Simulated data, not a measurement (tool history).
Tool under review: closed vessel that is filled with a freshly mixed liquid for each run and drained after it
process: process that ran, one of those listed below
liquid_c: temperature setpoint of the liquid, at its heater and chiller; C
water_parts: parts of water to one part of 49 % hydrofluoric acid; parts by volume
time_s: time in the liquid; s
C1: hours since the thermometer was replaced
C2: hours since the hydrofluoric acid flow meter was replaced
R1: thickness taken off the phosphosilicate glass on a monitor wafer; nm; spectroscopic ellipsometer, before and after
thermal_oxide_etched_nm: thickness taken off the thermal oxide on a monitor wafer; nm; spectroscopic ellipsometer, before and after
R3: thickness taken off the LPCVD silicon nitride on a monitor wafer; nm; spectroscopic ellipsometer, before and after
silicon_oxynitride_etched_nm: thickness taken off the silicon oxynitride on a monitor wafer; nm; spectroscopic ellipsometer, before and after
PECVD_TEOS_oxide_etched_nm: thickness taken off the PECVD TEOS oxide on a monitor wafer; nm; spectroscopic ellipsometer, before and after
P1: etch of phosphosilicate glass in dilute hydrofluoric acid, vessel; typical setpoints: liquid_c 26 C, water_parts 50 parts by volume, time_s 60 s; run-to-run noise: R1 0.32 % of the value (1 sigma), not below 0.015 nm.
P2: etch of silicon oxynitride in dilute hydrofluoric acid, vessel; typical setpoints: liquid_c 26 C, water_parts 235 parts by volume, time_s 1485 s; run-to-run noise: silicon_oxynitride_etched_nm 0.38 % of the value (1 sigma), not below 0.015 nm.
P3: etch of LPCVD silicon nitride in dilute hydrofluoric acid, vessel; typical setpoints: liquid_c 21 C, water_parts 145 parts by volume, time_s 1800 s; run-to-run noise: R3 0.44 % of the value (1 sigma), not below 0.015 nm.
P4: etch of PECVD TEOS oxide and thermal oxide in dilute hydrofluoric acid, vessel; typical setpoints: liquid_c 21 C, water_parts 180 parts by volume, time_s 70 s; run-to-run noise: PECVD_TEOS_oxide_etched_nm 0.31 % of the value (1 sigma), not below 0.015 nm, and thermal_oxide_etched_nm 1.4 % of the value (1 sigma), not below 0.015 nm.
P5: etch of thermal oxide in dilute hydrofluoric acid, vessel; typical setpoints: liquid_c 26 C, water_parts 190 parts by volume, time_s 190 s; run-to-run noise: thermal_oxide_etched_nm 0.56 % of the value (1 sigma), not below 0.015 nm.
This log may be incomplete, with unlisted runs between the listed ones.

{"run": 1, "day": 0.183, "process": "P1", "liquid_c": 26, "water_parts": 50, "time_s": 60, "C1": 1040.3, "C2": 479, "R1": 129.99}
{"run": 2, "day": 0.275, "process": "P1", "liquid_c": 33.5, "water_parts": 50, "time_s": 60, "C1": 1042.5, "C2": 481.2, "R1": 176.07}
{"run": 3, "day": 0.421, "process": "P5", "liquid_c": 26, "water_parts": 55, "time_s": 190, "C1": 1046, "C2": 484.7, "thermal_oxide_etched_nm": 18.862}
{"run": 4, "day": 0.517, "process": "P3", "liquid_c": 21, "water_parts": 145, "time_s": 1800, "C1": 1048.3, "C2": 487, "R3": 5.146}
{"run": 5, "day": 0.704, "process": "P1", "liquid_c": 26, "water_parts": 50, "time_s": 60, "C1": 1052.8, "C2": 491.5, "R1": 130.89}
{"run": 6, "day": 0.792, "process": "P5", "liquid_c": 26, "water_parts": 190, "time_s": 190, "C1": 1054.9, "C2": 493.6, "thermal_oxide_etched_nm": 4.6053}
{"run": 7, "day": 0.908, "process": "P1", "liquid_c": 26, "water_parts": 50, "time_s": 100, "C1": 1057.7, "C2": 496.4, "R1": 217.93}
{"run": 8, "day": 1.062, "process": "P5", "liquid_c": 31, "water_parts": 190, "time_s": 190, "C1": 1061.4, "C2": 500.1, "thermal_oxide_etched_nm": 5.4743}
{"run": 9, "day": 1.217, "process": "P1", "liquid_c": 26, "water_parts": 75, "time_s": 60, "C1": 1065.1, "C2": 503.8, "R1": 84.335}
{"run": 10, "day": 1.329, "process": "P1", "liquid_c": 26, "water_parts": 50, "time_s": 60, "C1": 1067.8, "C2": 506.5, "R1": 130.92}
{"run": 11, "day": 1.488, "process": "P1", "liquid_c": 22.5, "water_parts": 30, "time_s": 60, "C1": 1071.6, "C2": 510.3, "R1": 192.71}
{"run": 12, "day": 1.675, "process": "P2", "liquid_c": 26, "water_parts": 375, "time_s": 1485, "C1": 1076.1, "C2": 514.8, "silicon_oxynitride_etched_nm": 4.9824}
{"run": 13, "day": 1.875, "process": "P4", "liquid_c": 21, "water_parts": 180, "time_s": 70, "C1": 1080.9, "C2": 519.6, "thermal_oxide_etched_nm": 1.4653, "PECVD_TEOS_oxide_etched_nm": 9.3561}
{"run": 14, "day": 2.075, "process": "P1", "liquid_c": 26, "water_parts": 50, "time_s": 60, "C1": 1085.7, "C2": 524.4, "R1": 130.17}
{"run": 15, "day": 2.229, "process": "P1", "liquid_c": 26, "water_parts": 20, "time_s": 60, "C1": 1089.4, "C2": 528.1, "R1": 342.36}
{"run": 16, "day": 2.396, "process": "P5", "liquid_c": 26, "water_parts": 190, "time_s": 30, "C1": 1093.4, "C2": 532.1, "thermal_oxide_etched_nm": 0.72131}
{"run": 17, "day": 2.488, "process": "P1", "liquid_c": 26, "water_parts": 50, "time_s": 60, "C1": 1095.6, "C2": 534.3, "R1": 130.1}
{"run": 18, "day": 2.65, "process": "P1", "liquid_c": 18.5, "water_parts": 50, "time_s": 60, "C1": 1099.5, "C2": 538.2, "R1": 95.709}
{"run": 19, "day": 2.817, "process": "P3", "liquid_c": 21, "water_parts": 145, "time_s": 1800, "C1": 1103.5, "C2": 542.2, "R3": 5.1632}
{"run": 20, "day": 2.904, "process": "P2", "liquid_c": 26, "water_parts": 235, "time_s": 2570, "C1": 1105.6, "C2": 544.3, "silicon_oxynitride_etched_nm": 15.194}
{"run": 21, "day": 3.083, "process": "P1", "liquid_c": 26, "water_parts": 50, "time_s": 60, "C1": 1109.9, "C2": 548.6, "R1": 130.46}
{"run": 22, "day": 3.175, "process": "P4", "liquid_c": 21, "water_parts": 35, "time_s": 70, "C1": 1112.1, "C2": 550.8, "thermal_oxide_etched_nm": 9.2177, "PECVD_TEOS_oxide_etched_nm": 57.089}
{"run": 23, "day": 3.271, "process": "P3", "liquid_c": 21, "water_parts": 145, "time_s": 30, "C1": 1114.4, "C2": 553.1, "R3": 0.084217}
{"run": 24, "day": 3.429, "process": "P3", "liquid_c": 21, "water_parts": 35, "time_s": 1800, "C1": 1118.2, "C2": 556.9, "R3": 20.499}
{"run": 25, "day": 3.533, "process": "P2", "liquid_c": 26, "water_parts": 235, "time_s": 1485, "C1": 1120.7, "C2": 559.4, "silicon_oxynitride_etched_nm": 8.7832}
{"run": 26, "day": 3.708, "process": "P3", "liquid_c": 28.5, "water_parts": 145, "time_s": 1800, "C1": 1124.9, "C2": 563.6, "R3": 8.3185}
{"run": 27, "day": 3.838, "process": "P4", "liquid_c": 21, "water_parts": 180, "time_s": 30, "C1": 1128, "C2": 566.7, "thermal_oxide_etched_nm": 0.65097, "PECVD_TEOS_oxide_etched_nm": 4.0465}
{"run": 28, "day": 3.967, "process": "P2", "liquid_c": 21.5, "water_parts": 235, "time_s": 1485, "C1": 1131.1, "C2": 569.8, "silicon_oxynitride_etched_nm": 7.1706}
{"run": 29, "day": 4.067, "process": "P1", "liquid_c": 26, "water_parts": 50, "time_s": 30, "C1": 1133.5, "C2": 572.2, "R1": 65.332}
{"run": 30, "day": 4.192, "process": "P4", "liquid_c": 29, "water_parts": 180, "time_s": 70, "C1": 1136.5, "C2": 575.2, "thermal_oxide_etched_nm": 2.0067, "PECVD_TEOS_oxide_etched_nm": 12.641}
{"run": 31, "day": 4.325, "process": "P1", "liquid_c": 26, "water_parts": 50, "time_s": 60, "C1": 1139.7, "C2": 578.4, "R1": 129.97}
{"run": 32, "day": 4.45, "process": "P1", "liquid_c": 26, "water_parts": 50, "time_s": 60, "C1": 1142.7, "C2": 581.4, "R1": 135.65}
{"run": 33, "day": 4.612, "process": "P1", "liquid_c": 26, "water_parts": 50, "time_s": 60, "C1": 1146.6, "C2": 585.3, "R1": 137.72}
{"run": 34, "day": 4.812, "process": "P1", "liquid_c": 26, "water_parts": 50, "time_s": 60, "C1": 1151.4, "C2": 590.1, "R1": 138.97}
{"run": 35, "day": 4.958, "process": "P1", "liquid_c": 26, "water_parts": 50, "time_s": 60, "C1": 1154.9, "C2": 593.6, "R1": 140.35}
{"run": 36, "day": 5.083, "process": "P1", "liquid_c": 26, "water_parts": 50, "time_s": 60, "C1": 1157.9, "C2": 596.6, "R1": 140.84}
{"run": 37, "day": 5.262, "process": "P1", "liquid_c": 26, "water_parts": 50, "time_s": 60, "C1": 1162.2, "C2": 600.9, "R1": 140.58}

Compared with where it was, what P1 gives has crept away. Each cause listed below fits the log as well as the rest, at the size given for it:
A: hydrofluoric acid flow above the setpoint (%) = 7.15
B: liquid hotter than its thermometer reads (K) = 1.84
At approximately day 4.325, the process output began to creep.

Below are 4 check runs, each averaged over 2 wafers, with their results shown as question marks. Which of them would give clearly different results depending on which cause is behind the drift?
{"run": "check 1", "day": 5.442, "process": "P4", "liquid_c": 21, "water_parts": 50, "time_s": 35, "thermal_oxide_etched_nm": "?", "PECVD_TEOS_oxide_etched_nm": "?"}
{"run": "check 2", "day": 5.442, "process": "P3", "liquid_c": 21, "water_parts": 40, "time_s": 185, "R3": "?"}
{"run": "check 3", "day": 5.442, "process": "P5", "liquid_c": 29, "water_parts": 100, "time_s": 190, "thermal_oxide_etched_nm": "?"}
{"run": "check 4", "day": 5.442, "process": "P2", "liquid_c": 21.5, "water_parts": 355, "time_s": 1485, "silicon_oxynitride_etched_nm": "?"}

What every check run would give for each of its results, assuming each possible cause in turn:
check=check_1 result=thermal_oxide_etched_nm if_A=3.3482 if_B=3.3607
check=check_1 result=PECVD_TEOS_oxide_etched_nm if_A=21.005 if_B=21.083
check=check_2 result=R3 if_A=1.9955 if_B=2.1181
check=check_3 result=thermal_oxide_etched_nm if_A=11.782 if_B=11.673
check=check_4 result=silicon_oxynitride_etched_nm if_A=4.8124 if_B=4.7832
How far apart the two closest causes lie, in the result that separates them most: check 1 0.37 %; check 2 5.96 %; check 3 0.93 %; check 4 0.61 %
Of the check runs offered, only check 2 discriminates between the causes; the rest would read about the same regardless of which cause applies.

Running check 2 produced the following: R3 1.9954 nm. Which one of the listed causes fits?

It is A: hydrofluoric acid flow above the setpoint (%).
